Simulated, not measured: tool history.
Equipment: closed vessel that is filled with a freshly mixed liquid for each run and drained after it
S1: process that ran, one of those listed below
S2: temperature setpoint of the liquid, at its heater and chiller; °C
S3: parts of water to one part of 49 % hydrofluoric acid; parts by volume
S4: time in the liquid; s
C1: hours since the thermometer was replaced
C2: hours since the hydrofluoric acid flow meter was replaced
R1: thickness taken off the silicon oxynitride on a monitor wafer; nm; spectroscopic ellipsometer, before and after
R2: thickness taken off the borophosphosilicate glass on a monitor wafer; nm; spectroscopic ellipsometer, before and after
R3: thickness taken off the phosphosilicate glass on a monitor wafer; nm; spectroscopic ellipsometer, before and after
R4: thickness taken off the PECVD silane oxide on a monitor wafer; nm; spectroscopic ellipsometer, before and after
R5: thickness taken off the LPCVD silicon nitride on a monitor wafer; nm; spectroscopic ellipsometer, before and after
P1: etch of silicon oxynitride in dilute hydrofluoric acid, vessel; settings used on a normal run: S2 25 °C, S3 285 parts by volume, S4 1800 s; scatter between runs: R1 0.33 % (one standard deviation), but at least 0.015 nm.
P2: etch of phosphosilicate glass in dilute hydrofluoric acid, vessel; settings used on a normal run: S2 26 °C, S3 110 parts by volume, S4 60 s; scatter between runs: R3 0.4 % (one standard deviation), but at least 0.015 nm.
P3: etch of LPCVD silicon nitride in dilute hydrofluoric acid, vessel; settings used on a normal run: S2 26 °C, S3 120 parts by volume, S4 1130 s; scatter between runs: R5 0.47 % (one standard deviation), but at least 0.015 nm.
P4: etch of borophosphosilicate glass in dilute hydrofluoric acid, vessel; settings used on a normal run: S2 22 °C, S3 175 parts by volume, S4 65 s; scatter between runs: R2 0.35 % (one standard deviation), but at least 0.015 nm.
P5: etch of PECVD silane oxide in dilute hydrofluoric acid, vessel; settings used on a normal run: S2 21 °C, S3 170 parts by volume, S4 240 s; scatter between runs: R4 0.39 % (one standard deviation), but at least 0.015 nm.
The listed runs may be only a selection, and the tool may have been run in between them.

| run | hour | S1 | S2 | S3 | S4 | C1 | C2 | R1 | R2 | R3 | R4 | R5 |
|---|---|---|---|---|---|---|---|---|---|---|---|---|
| 1 | 6.9 | P1 | 25 | 285 | 1800 | 132.1 | 365.8 | 27.136 |  |  |  |  |
| 2 | 12.5 | P4 | 22 | 175 | 65 | 137.7 | 371.4 |  | 19.38 |  |  |  |
| 3 | 19.1 | P2 | 18.5 | 110 | 60 | 144.3 | 378 |  |  | 73.415 |  |  |
| 4 | 23.1 | P5 | 27 | 170 | 240 | 148.3 | 382 |  |  |  | 69.206 |  |
| 5 | 29.8 | P4 | 17 | 175 | 65 | 155 | 388.7 |  | 15.887 |  |  |  |
| 6 | 34.7 | P3 | 26 | 120 | 1130 | 159.9 | 393.6 |  |  |  |  | 5.2454 |
| 7 | 40.7 | P1 | 18.5 | 285 | 1800 | 165.9 | 399.6 | 20.437 |  |  |  |  |
| 8 | 45.9 | P2 | 26 | 110 | 60 | 171.1 | 404.8 |  |  | 98.664 |  |  |
| 9 | 52.6 | P1 | 25 | 130 | 1800 | 177.8 | 411.5 | 67.099 |  |  |  |  |
|  | 58.3 | thermometer replaced |
| 10 | 59.4 | P4 | 22 | 65 | 65 | 1.1 | 418.3 |  | 59.005 |  |  |  |
| 11 | 65.3 | P2 | 26 | 110 | 30 | 7 | 424.2 |  |  | 49.714 |  |  |
| 12 | 69.6 | P4 | 22 | 175 | 35 | 11.3 | 428.5 |  | 10.45 |  |  |  |
| 13 | 73.9 | P1 | 25 | 285 | 1800 | 15.6 | 432.8 | 27.098 |  |  |  |  |
| 14 | 81 | P5 | 21 | 170 | 240 | 22.7 | 439.9 |  |  |  | 55.021 |  |
| 15 | 85.4 | P3 | 26 | 175 | 1130 | 27.1 | 444.3 |  |  |  |  | 3.6504 |
| 16 | 88.7 | P1 | 25 | 285 | 1800 | 30.4 | 447.6 | 27.181 |  |  |  |  |
| 17 | 93.7 | P5 | 21 | 30 | 240 | 35.4 | 452.6 |  |  |  | 363.79 |  |
| 18 | 100.5 | P1 | 25 | 285 | 1800 | 42.2 | 459.4 | 27.348 |  |  |  |  |
| 19 | 106.7 | P1 | 30 | 190 | 1800 | 48.4 | 465.6 | 54.509 |  |  |  |  |
| 20 | 111.9 | P1 | 25 | 285 | 2875 | 53.6 | 470.8 | 43.511 |  |  |  |  |
| 21 | 118.4 | P1 | 25 | 495 | 1800 | 60.1 | 477.3 | 13.627 |  |  |  |  |
| 22 | 125.4 | P3 | 19 | 120 | 1130 | 67.1 | 484.3 |  |  |  |  | 3.3403 |
| 23 | 130.9 | P2 | 26 | 35 | 60 | 72.6 | 489.8 |  |  | 341.61 |  |  |
| 24 | 134.1 | P1 | 25 | 285 | 405 | 75.8 | 493 | 6.1361 |  |  |  |  |
| 25 | 137.5 | P3 | 26 | 120 | 1775 | 79.2 | 496.4 |  |  |  |  | 8.3299 |
| 26 | 141 | P1 | 25 | 480 | 3205 | 82.7 | 499.9 | 25.41 |  |  |  |  |
| 27 | 146 | P5 | 21 | 170 | 240 | 87.7 | 504.9 |  |  |  | 55.121 |  |
| 28 | 151.8 | P1 | 25 | 285 | 1800 | 93.5 | 510.7 | 27.211 |  |  |  |  |
| 29 | 156 | P5 | 21 | 170 | 430 | 97.7 | 514.9 |  |  |  | 98.729 |  |
| 30 | 159.6 | P1 | 31.5 | 285 | 1800 | 101.3 | 518.5 | 35.276 |  |  |  |  |
| 31 | 164.6 | P1 | 25 | 285 | 1800 | 106.3 | 523.5 | 27.263 |  |  |  |  |
| 32 | 170.2 | P1 | 25 | 285 | 1800 | 111.9 | 529.1 | 26.483 |  |  |  |  |
| 33 | 174.8 | P1 | 25 | 285 | 1800 | 116.5 | 533.7 | 26.013 |  |  |  |  |
| 34 | 178 | P1 | 25 | 285 | 1800 | 119.7 | 536.9 | 25.897 |  |  |  |  |
| 35 | 184.1 | P1 | 25 | 285 | 1800 | 125.8 | 543 | 25.78 |  |  |  |  |
| 36 | 188.1 | P1 | 25 | 285 | 1800 | 129.8 | 547 | 25.621 |  |  |  |  |
| 37 | 194 | P1 | 25 | 285 | 1800 | 135.7 | 552.9 | 25.555 |  |  |  |  |
| 38 | 197.7 | P1 | 25 | 285 | 1800 | 139.4 | 556.6 | 25.508 |  |  |  |  |
| 39 | 201.4 | P1 | 25 | 285 | 1800 | 143.1 | 560.3 | 25.218 |  |  |  |  |
| 40 | 207.5 | P1 | 25 | 285 | 1800 | 149.2 | 566.4 | 25.262 |  |  |  |  |
| 41 | 214.1 | P1 | 25 | 285 | 1800 | 155.8 | 573 | 25.101 |  |  |  |  |
| 42 | 220.7 | P1 | 25 | 285 | 1800 | 162.4 | 579.6 | 25.09 |  |  |  |  |

P1 has crept away from where it was. The log is fitted equally well by each of these 2 causes, at the sizes shown:
A: hydrofluoric acid flow below the setpoint (%) = 6.11
B: liquid colder than its thermometer reads (K) = 1.79
Onset of the creep was near hour 164.6.

Listed below are the offered check runs, one wafer per run, with question marks in place of results. For which of them would the causes give clearly different outcomes?
| check 1 | 227.3 | P2 | 26 | 110 | 60 |  |  |  |  | ? |  |  |
| check 2 | 227.3 | P4 | 22 | 175 | 65 |  |  |  | ? |  |  |  |
| check 3 | 227.3 | P3 | 26 | 120 | 1130 |  |  |  |  |  |  | ? |
| check 4 | 227.3 | P5 | 21 | 170 | 240 |  |  |  |  |  | ? |  |

Predicted outcomes, by check and by cause:
| check | result | if A | if B |
|---|---|---|---|
| check 1 | R3 | 92.217 | 92.439 |
| check 2 | R2 | 17.977 | 18.079 |
| check 3 | R5 | 4.9874 | 4.7295 |
| check 4 | R4 | 50.887 | 51.099 |
How far apart the two closest causes lie, in the result that separates them most: check 1 0.24 %; check 2 0.57 %; check 3 5.31 %; check 4 0.42 %
The other checks would show nearly matching results whichever cause is true, so check 3 is the only one that separates the causes.

With check 3 done, the readings were: R5 4.7572 nm. Identify which of the listed causes applies.

It was cause B: liquid colder than its thermometer reads (K).

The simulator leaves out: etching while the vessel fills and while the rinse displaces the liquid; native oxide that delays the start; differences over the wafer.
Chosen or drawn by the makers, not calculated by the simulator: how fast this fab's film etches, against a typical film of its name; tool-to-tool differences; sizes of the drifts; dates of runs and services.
